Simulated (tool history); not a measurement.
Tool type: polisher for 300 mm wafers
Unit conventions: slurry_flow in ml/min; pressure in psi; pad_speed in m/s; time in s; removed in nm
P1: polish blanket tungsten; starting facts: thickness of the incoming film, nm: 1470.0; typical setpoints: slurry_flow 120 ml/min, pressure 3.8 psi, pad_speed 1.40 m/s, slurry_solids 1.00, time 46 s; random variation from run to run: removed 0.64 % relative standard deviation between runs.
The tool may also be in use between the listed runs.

| run | hour | slurry_flow | pressure | pad_speed | slurry_solids | time | wafers polished on this pad | hours since the slurry nozzle was cleaned | hours since the head pressure was calibrated | hours since the slurry blender was calibrated | hours since the slurry got fresh peroxide | removed |
|---|---|---|---|---|---|---|---|---|---|---|---|---|
| 1 | 3.3 | 120 | 3.8 | 1.40 | 1.00 | 46 | 614 | 350.8 | 627.5 | 130.4 | 142.2 | 333.88 |
| 2 | 9.2 | 120 | 3.8 | 1.40 | 1.00 | 46 | 677 | 356.7 | 633.4 | 136.3 | 148.1 | 329.89 |
| 3 | 13.9 | 120 | 6.0 | 1.40 | 1.00 | 46 | 727 | 361.4 | 638.1 | 141.0 | 152.8 | 533.53 |
| 4 | 21.1 | 85 | 3.8 | 1.40 | 1.00 | 46 | 805 | 368.6 | 645.3 | 148.2 | 160.0 | 303.58 |
| 5 | 26.4 | 120 | 1.7 | 1.40 | 1.00 | 46 | 862 | 373.9 | 650.6 | 153.5 | 165.3 | 150.34 |
| 6 | 31.2 | 185 | 3.8 | 1.40 | 1.00 | 27 | 913 | 378.7 | 655.4 | 158.3 | 170.1 | 210.51 |
| 7 | 35.8 | 120 | 3.8 | 1.40 | 1.00 | 31 | 963 | 383.3 | 660.0 | 162.9 | 174.7 | 227.32 |
| 8 | 41.0 | 120 | 3.8 | 1.40 | 0.75 | 46 | 1018 | 388.5 | 665.2 | 168.1 | 179.9 | 316.78 |
| 9 | 47.7 | 175 | 4.9 | 1.40 | 1.00 | 46 | 1090 | 395.2 | 671.9 | 174.8 | 186.6 | 463.02 |
| 10 | 54.6 | 120 | 3.8 | 1.40 | 1.00 | 46 | 1164 | 402.1 | 678.8 | 181.7 | 193.5 | 332.38 |
| 11 | 59.9 | 120 | 3.8 | 2.10 | 1.00 | 46 | 1221 | 407.4 | 684.1 | 187.0 | 198.8 | 501.13 |
|  | 64.5 | worn pad replaced by a new one |
| 12 | 67.1 | 185 | 3.8 | 1.40 | 1.00 | 46 | 28 | 414.6 | 691.3 | 194.2 | 206.0 | 359.86 |
| 13 | 72.2 | 120 | 3.8 | 1.40 | 0.75 | 22 | 83 | 419.7 | 696.4 | 199.3 | 211.1 | 149.89 |
| 14 | 75.7 | 120 | 3.8 | 1.40 | 1.00 | 60 | 121 | 423.2 | 699.9 | 202.8 | 214.6 | 438.27 |
| 15 | 80.8 | 120 | 3.8 | 1.40 | 1.00 | 46 | 175 | 428.3 | 705.0 | 207.9 | 219.7 | 335.18 |
| 16 | 85.7 | 120 | 3.8 | 1.40 | 1.40 | 46 | 228 | 433.2 | 709.9 | 212.8 | 224.6 | 362.57 |
| 17 | 90.0 | 120 | 3.8 | 0.82 | 1.00 | 46 | 274 | 437.5 | 714.2 | 217.1 | 228.9 | 197.72 |
| 18 | 96.2 | 120 | 3.8 | 1.40 | 1.00 | 46 | 341 | 443.7 | 720.4 | 223.3 | 235.1 | 336.35 |

Run 19 is up next; what results do you expect?
| 19 | 101.0 | 120 | 3.8 | 1.40 | 1.00 | 46 | 392 | 448.5 | 725.2 | 228.1 | 239.9 | ? |

Run 19 measured removed 319.47 nm.
